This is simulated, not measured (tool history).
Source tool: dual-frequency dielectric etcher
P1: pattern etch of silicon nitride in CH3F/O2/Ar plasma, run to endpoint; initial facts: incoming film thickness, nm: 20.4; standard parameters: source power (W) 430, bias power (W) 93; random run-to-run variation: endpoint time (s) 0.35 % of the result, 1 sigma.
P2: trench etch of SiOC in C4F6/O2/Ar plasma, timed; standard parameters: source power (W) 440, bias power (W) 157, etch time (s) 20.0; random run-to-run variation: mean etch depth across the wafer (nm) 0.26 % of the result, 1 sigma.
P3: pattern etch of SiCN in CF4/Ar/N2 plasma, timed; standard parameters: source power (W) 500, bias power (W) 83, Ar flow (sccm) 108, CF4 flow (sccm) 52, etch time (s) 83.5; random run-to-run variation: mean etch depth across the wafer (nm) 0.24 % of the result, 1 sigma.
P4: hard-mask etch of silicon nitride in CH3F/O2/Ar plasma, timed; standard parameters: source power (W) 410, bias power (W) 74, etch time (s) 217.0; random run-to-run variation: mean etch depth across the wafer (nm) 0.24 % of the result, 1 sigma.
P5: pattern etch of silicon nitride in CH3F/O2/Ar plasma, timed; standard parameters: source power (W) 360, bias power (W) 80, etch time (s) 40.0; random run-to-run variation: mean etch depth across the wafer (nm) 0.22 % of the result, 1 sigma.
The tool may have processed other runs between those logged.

run   hour  process that ran  source power (W)  bias power (W)  etch time (s)  Ar flow (sccm)  CF4 flow (sccm)  hours since the last wet clean  hours since the last source power generator calibration  hours since the last bias power generator calibration  endpoint time (s)  mean etch depth across the wafer (nm)
  1    6.7                P1               430              93                                                                           453.1                                                    645.7                                                  884.7             25.785
  2   13.8                P1               430              59                                                                           460.2                                                    652.8                                                  891.8             30.227
  3   17.3                P4               550              74          217.0                                                            463.7                                                    656.3                                                  895.3                                                   175.700
  4   24.9                P2               320             157           20.0                                                            471.3                                                    663.9                                                  902.9                                                    36.158
  5   32.7                P3               500              83           83.5             108               52                           479.1                                                    671.7                                                  910.7                                                    79.166
  6   39.8                P2               440             194           20.0                                                            486.2                                                    678.8                                                  917.8                                                    44.178
  7   45.5                P3               500              83           83.5             108               71                           491.9                                                    684.5                                                  923.5                                                    82.456
  8   49.7                P5               510              80           40.0                                                            496.1                                                    688.7                                                  927.7                                                    31.709
  9   55.6                P2               440             157           14.0                                                            502.0                                                    694.6                                                  933.6                                                    28.786
 10   59.3                P5               360              80           40.0                                                            505.7                                                    698.3                                                  937.3                                                    27.859
 11   66.8                P5               360             110           40.0                                                            513.2                                                    705.8                                                  944.8                                                    31.379
 12   74.0                P1               430              93                                                                           520.4                                                    713.0                                                  952.0             25.816
 13   78.3                P1               530              75                                                                           524.7                                                    717.3                                                  956.3             25.705
 14   84.3                P1               290             124                                                                           530.7                                                    723.3                                                  962.3             26.815
 15   89.9                P1               430             129                                                                           536.3                                                    728.9                                                  967.9             22.920
 16   95.0                P3               500             100           83.5             108               52                           541.4                                                    734.0                                                  973.0                                                    84.709
 17  102.3                P1               430              93                                                                           548.7                                                    741.3                                                  980.3             25.767
 18  106.8                P1               430              93                                                                           553.2                                                    745.8                                                  984.8             25.760
 19  113.6                P1               430              93                                                                           560.0                                                    752.6                                                  991.6             25.878
 20  119.3                P5               360              80           52.0                                                            565.7                                                    758.3                                                  997.3                                                    36.111
 21  126.6                P1               430              93                                                                           573.0                                                    765.6                                                 1004.6             25.619
 22  132.4                P3               500              83           46.0             108               52                           578.8                                                    771.4                                                 1010.4                                                    43.669
 23  138.6                P1               430              93                                                                           585.0                                                    777.6                                                 1016.6             25.757
 24  144.2                P1               540              93                                                                           590.6                                                    783.2                                                 1022.2             23.692
 25  148.7                P2               440             157           20.0                                                            595.1                                                    787.7                                                 1026.7                                                    41.218
 26  156.4                P4               410              74          217.0                                                            602.8                                                    795.4                                                 1034.4                                                   157.000
 27  162.4                P3               500              83           83.5             138               52                           608.8                                                    801.4                                                 1040.4                                                    75.930
 28  168.3                P4               410              44          217.0                                                            614.7                                                    807.3                                                 1046.3                                                   132.430
 29  173.7                P3               660              83           83.5             108               52                           620.1                                                    812.7                                                 1051.7                                                    99.945
 30  178.6                P4               410              74          147.0                                                            625.0                                                    817.6                                                 1056.6                                                   105.940
 31  184.1                P1               580              75                                                                           630.5                                                    823.1                                                 1062.1             24.754
 32  190.6                P5               360              80           40.0                                                            637.0                                                    829.6                                                 1068.6                                                    27.790
 33  194.1                P1               290              93                                                                           640.5                                                    833.1                                                 1072.1             29.903
 34  199.5                P1               430              93                                                                           645.9                                                    838.5                                                 1077.5             25.800
 35  207.3                P1               430              93                                                                           653.7                                                    846.3                                                 1085.3             26.018
 36  213.1                P1               430              93                                                                           659.5                                                    852.1                                                 1091.1             26.165
 37  220.5                P1               430              93                                                                           666.9                                                    859.5                                                 1098.5             26.271

Run 38 has not been measured yet. What should we expect?
     224.9  -- wet clean of the chamber
 38  228.4                P1               430              93                                                                             3.5                                                    867.4                                                 1106.4                  ?

Run 38 gave endpoint time (s) 26.260.
